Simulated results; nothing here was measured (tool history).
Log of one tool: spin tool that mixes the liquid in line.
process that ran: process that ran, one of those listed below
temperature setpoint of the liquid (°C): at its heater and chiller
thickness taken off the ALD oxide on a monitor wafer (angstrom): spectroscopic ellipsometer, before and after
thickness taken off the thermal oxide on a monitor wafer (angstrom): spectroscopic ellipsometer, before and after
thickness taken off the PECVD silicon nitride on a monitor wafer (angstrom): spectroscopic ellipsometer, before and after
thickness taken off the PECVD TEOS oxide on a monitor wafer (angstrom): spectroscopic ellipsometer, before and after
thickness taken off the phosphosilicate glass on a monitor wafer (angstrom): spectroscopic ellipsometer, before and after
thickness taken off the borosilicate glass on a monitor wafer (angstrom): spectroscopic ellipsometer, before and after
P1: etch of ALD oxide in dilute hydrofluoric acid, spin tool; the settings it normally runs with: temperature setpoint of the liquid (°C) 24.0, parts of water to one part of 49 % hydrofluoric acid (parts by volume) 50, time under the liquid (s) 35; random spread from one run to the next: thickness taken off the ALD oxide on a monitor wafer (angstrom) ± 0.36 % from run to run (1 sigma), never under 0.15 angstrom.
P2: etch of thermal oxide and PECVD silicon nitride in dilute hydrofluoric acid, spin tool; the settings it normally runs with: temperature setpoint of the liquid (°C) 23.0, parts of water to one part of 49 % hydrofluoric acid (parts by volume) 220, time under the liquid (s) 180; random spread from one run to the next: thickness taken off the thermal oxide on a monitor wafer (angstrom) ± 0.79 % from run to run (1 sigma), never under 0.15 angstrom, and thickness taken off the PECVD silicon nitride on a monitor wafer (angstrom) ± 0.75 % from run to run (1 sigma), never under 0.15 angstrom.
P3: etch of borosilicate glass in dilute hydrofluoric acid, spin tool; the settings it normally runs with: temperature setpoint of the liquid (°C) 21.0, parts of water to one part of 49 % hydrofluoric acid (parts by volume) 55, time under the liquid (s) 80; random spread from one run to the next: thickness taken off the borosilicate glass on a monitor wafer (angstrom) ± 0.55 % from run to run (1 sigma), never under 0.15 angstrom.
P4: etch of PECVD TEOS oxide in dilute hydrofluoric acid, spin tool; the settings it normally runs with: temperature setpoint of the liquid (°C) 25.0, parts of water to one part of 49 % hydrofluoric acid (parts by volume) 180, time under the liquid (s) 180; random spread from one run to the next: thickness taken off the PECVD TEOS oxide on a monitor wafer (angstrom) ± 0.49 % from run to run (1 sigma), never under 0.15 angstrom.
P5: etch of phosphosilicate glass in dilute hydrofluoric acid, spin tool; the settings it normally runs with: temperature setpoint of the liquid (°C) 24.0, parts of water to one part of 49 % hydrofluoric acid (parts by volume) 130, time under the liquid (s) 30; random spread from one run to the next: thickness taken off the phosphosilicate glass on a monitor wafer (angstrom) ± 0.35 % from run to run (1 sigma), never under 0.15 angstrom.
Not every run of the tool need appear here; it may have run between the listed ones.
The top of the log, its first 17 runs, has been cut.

| run | hour | process that ran | temperature setpoint of the liquid (°C) | parts of water to one part of 49 % hydrofluoric acid (parts by volume) | time under the liquid (s) | hours since the thermometer was replaced | hours since the hydrofluoric acid flow meter was replaced | thickness taken off the ALD oxide on a monitor wafer (angstrom) | thickness taken off the thermal oxide on a monitor wafer (angstrom) | thickness taken off the PECVD silicon nitride on a monitor wafer (angstrom) | thickness taken off the PECVD TEOS oxide on a monitor wafer (angstrom) | thickness taken off the phosphosilicate glass on a monitor wafer (angstrom) | thickness taken off the borosilicate glass on a monitor wafer (angstrom) |
|---|---|---|---|---|---|---|---|---|---|---|---|---|---|
| 18 | 251.5 | P5 | 24.0 | 130 | 30 | 605.8 | 974.0 |  |  |  |  | 160.430 |  |
| 19 | 262.3 | P1 | 24.0 | 50 | 20 | 616.6 | 984.8 | 121.52 |  |  |  |  |  |
| 20 | 281.2 | P1 | 24.0 | 50 | 35 | 635.5 | 1003.7 | 212.98 |  |  |  |  |  |
| 21 | 296.9 | P1 | 24.0 | 50 | 35 | 651.2 | 1019.4 | 213.31 |  |  |  |  |  |
| 22 | 314.8 | P4 | 25.0 | 180 | 15 | 669.1 | 1037.3 |  |  |  | 21.869 |  |  |
| 23 | 327.5 | P1 | 18.5 | 50 | 55 | 681.8 | 1050.0 | 264.29 |  |  |  |  |  |
| 24 | 342.0 | P5 | 19.0 | 130 | 30 | 696.3 | 1064.5 |  |  |  |  | 131.740 |  |
| 25 | 352.8 | P1 | 17.0 | 50 | 35 | 707.1 | 1075.3 | 158.98 |  |  |  |  |  |
| 26 | 368.6 | P4 | 18.0 | 180 | 180 | 722.9 | 1091.1 |  |  |  | 202.980 |  |  |
| 27 | 381.5 | P1 | 24.0 | 50 | 55 | 735.8 | 1104.0 | 336.16 |  |  |  |  |  |
| 28 | 399.3 | P2 | 23.0 | 220 | 180 | 753.6 | 1121.8 |  | 32.2930 | 32.4880 |  |  |  |
| 29 | 417.4 | P3 | 21.0 | 55 | 80 | 771.7 | 1139.9 |  |  |  |  |  | 313.810 |
| 30 | 426.3 | P3 | 21.0 | 55 | 80 | 780.6 | 1148.8 |  |  |  |  |  | 316.760 |
| 31 | 444.1 | P5 | 24.0 | 130 | 30 | 798.4 | 1166.6 |  |  |  |  | 160.440 |  |
| 32 | 455.7 | P1 | 24.0 | 50 | 35 | 810.0 | 1178.2 | 211.70 |  |  |  |  |  |
| 33 | 472.5 | P3 | 21.0 | 55 | 25 | 826.8 | 1195.0 |  |  |  |  |  | 97.933 |
| 34 | 483.4 | P1 | 24.0 | 30 | 35 | 837.7 | 1205.9 | 364.89 |  |  |  |  |  |
| 35 | 502.4 | P1 | 24.0 | 50 | 35 | 856.7 | 1224.9 | 212.45 |  |  |  |  |  |
| 36 | 517.6 | P1 | 24.0 | 50 | 35 | 871.9 | 1240.1 | 208.09 |  |  |  |  |  |
| 37 | 528.8 | P1 | 24.0 | 50 | 35 | 883.1 | 1251.3 | 205.64 |  |  |  |  |  |
| 38 | 546.5 | P1 | 24.0 | 50 | 35 | 900.8 | 1269.0 | 203.91 |  |  |  |  |  |

The next listed run, before its measurement:
| 39 | 561.9 | P1 | 24.0 | 50 | 35 | 916.2 | 1284.4 | ? |  |  |  |  |  |

thickness taken off the ALD oxide on a monitor wafer (angstrom): 201.47

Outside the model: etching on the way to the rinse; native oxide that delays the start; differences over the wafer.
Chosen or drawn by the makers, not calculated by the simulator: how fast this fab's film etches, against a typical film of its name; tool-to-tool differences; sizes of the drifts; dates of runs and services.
